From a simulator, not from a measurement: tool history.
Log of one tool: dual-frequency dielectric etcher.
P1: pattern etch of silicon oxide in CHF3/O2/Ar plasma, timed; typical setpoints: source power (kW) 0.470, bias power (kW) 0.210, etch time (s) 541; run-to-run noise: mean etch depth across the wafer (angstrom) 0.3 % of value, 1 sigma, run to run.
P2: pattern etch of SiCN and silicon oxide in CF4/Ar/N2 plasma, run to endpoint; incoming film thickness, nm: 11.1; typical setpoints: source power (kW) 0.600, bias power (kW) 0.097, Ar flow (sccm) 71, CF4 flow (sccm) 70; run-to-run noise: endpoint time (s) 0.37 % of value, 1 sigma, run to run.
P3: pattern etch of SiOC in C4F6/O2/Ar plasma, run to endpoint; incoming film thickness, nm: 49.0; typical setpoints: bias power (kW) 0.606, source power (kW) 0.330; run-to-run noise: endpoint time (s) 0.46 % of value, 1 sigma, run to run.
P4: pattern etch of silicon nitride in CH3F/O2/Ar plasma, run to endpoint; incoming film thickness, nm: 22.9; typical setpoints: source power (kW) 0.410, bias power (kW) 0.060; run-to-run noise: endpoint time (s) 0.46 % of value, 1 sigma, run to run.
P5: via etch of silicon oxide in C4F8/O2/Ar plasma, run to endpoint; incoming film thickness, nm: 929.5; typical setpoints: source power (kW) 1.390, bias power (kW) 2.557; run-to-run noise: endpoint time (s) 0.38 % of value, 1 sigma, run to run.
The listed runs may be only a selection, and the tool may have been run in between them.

run	hour	process that ran	source power (kW)	bias power (kW)	etch time (s)	Ar flow (sccm)	CF4 flow (sccm)	hours since the last wet clean	hours since the last source power generator calibration	hours since the last bias power generator calibration	mean etch depth across the wafer (angstrom)	endpoint time (s)
1	11.8	P1	0.470	0.210	541			199.5	2673.9	580.5	9794.4	
2	25.0	P2	0.600	0.097		71	70	212.7	2687.1	593.7		8.8700
3	32.8	P3	0.330	0.716				220.5	2694.9	601.5		14.7920
4	40.5	P2	0.600	0.097		85	70	228.2	2702.6	609.2		9.0789
5	51.5	P3	0.330	0.606				239.2	2713.6	620.2		15.7500
6	64.8	P2	0.600	0.127		71	70	252.5	2726.9	633.5		8.0585
7	73.7	P1	0.270	0.210	541			261.4	2735.8	642.4	7901.8	
8	88.2	P5	1.390	1.903				275.9	2750.3	656.9		207.4200
9	100.1	P3	0.330	0.606				287.8	2762.2	668.8		15.9390
10	113.9	P1	0.470	0.252	541			301.6	2776.0	682.6	10397.0	
11	126.4	P1	0.590	0.210	541			314.1	2788.5	695.1	10614.0	
12	135.9	P2	0.600	0.097		71	89	323.6	2798.0	704.6		8.6844
13	146.3	P1	0.470	0.210	541			334.0	2808.4	715.0	9736.5	
14	154.1	P5	1.390	2.557				341.8	2816.2	722.8		188.0200
15	164.9	P1	0.470	0.210	541			352.6	2827.0	733.6	9809.5	
16	175.3	P1	0.620	0.210	735			363.0	2837.4	744.0	14725.0	
17	183.1	P1	0.470	0.210	541			370.8	2845.2	751.8	9779.5	
18	198.9	P1	0.470	0.210	541			386.6	2861.0	767.6	9740.7	
19	210.7	P5	1.390	2.557				398.4	2872.8	779.4		189.5100
20	218.6	P1	0.470	0.210	541			406.3	2880.7	787.3	9803.0	
21	230.0	P1	0.470	0.210	419			417.7	2892.1	798.7	7553.7	
22	245.8	P5	0.880	2.557				433.5	2907.9	814.5		226.4300
# hour 257.5: wet clean of the chamber
23	259.9	P1	0.470	0.160	541			2.5	2922.0	828.6	8897.1	
24	269.1	P2	0.730	0.097		71	70	11.7	2931.2	837.8		7.4918
25	284.5	P3	0.250	0.606				27.1	2946.6	853.2		17.5920
26	298.4	P4	0.410	0.060				41.0	2960.5	867.1		34.1420
27	312.2	P4	0.410	0.083				54.8	2974.3	880.9		30.2060
28	320.0	P1	0.470	0.210	804			62.6	2982.1	888.7	14490.0	
29	331.1	P4	0.270	0.060				73.7	2993.2	899.8		39.5570
30	347.5	P1	0.470	0.210	541			90.1	3009.6	916.2	9807.4	
31	358.1	P1	0.470	0.210	541			100.7	3020.2	926.8	9766.2	
32	367.6	P1	0.470	0.210	541			110.2	3029.7	936.3	9752.4	
33	381.3	P1	0.470	0.210	541			123.9	3043.4	950.0	9702.9	
34	390.6	P1	0.470	0.210	541			133.2	3052.7	959.3	9664.0	
35	406.6	P1	0.470	0.210	541			149.2	3068.7	975.3	9690.9	
# hour 407.5: wet clean of the chamber
36	423.2	P1	0.470	0.210	541			15.8	3085.3	991.9	9626.6	
37	436.9	P1	0.470	0.210	541			29.5	3099.0	1005.6	9655.9	
38	449.1	P1	0.470	0.210	541			41.7	3111.2	1017.8	9705.9	
39	463.8	P1	0.470	0.210	541			56.4	3125.9	1032.5	9616.2	

Compared with where it was, what P1 gives has crept away. Each cause listed below fits the log as well as the rest, at the size given for it:
A: source power that arrives under what is set, % = 3.87
B: bias power that arrives under what is set, % = 4.15
The onset of the drift is placed at about hour 347.5.
Ruled out, with reasons:
chamber walls in a state that lowers the etch rate, %: serviced at hour 407.5, which brought nothing back

Which of the 4 check runs listed below, each an average over 2 wafers with its results shown as question marks, gives clearly different results under the different listed causes?
check 1	478.5	P4	0.410	0.071								?
check 2	478.5	P5	0.890	2.064								?
check 3	478.5	P3	0.270	0.606								?
check 4	478.5	P2	0.600	0.097		83	70					?

Outcome of each check run for each possible cause:
check	result	if A	if B
check 1	endpoint time (s)	32.5240	32.5040
check 2	endpoint time (s)	244.3200	243.6900
check 3	endpoint time (s)	17.2930	17.3300
check 4	endpoint time (s)	9.3652	9.1769
Per check, the gap between the least separated pair of causes, taken in the result that splits them most: check 1 0.06 %; check 2 0.26 %; check 3 0.21 %; check 4 2.03 %
Of the check runs offered, only check 4 discriminates between the causes; the rest would read about the same regardless of which cause applies.

Check 4 was carried out, with these results: endpoint time (s) 9.2063. Which of the listed causes is responsible?

It was cause B: bias power that arrives under what is set, %.

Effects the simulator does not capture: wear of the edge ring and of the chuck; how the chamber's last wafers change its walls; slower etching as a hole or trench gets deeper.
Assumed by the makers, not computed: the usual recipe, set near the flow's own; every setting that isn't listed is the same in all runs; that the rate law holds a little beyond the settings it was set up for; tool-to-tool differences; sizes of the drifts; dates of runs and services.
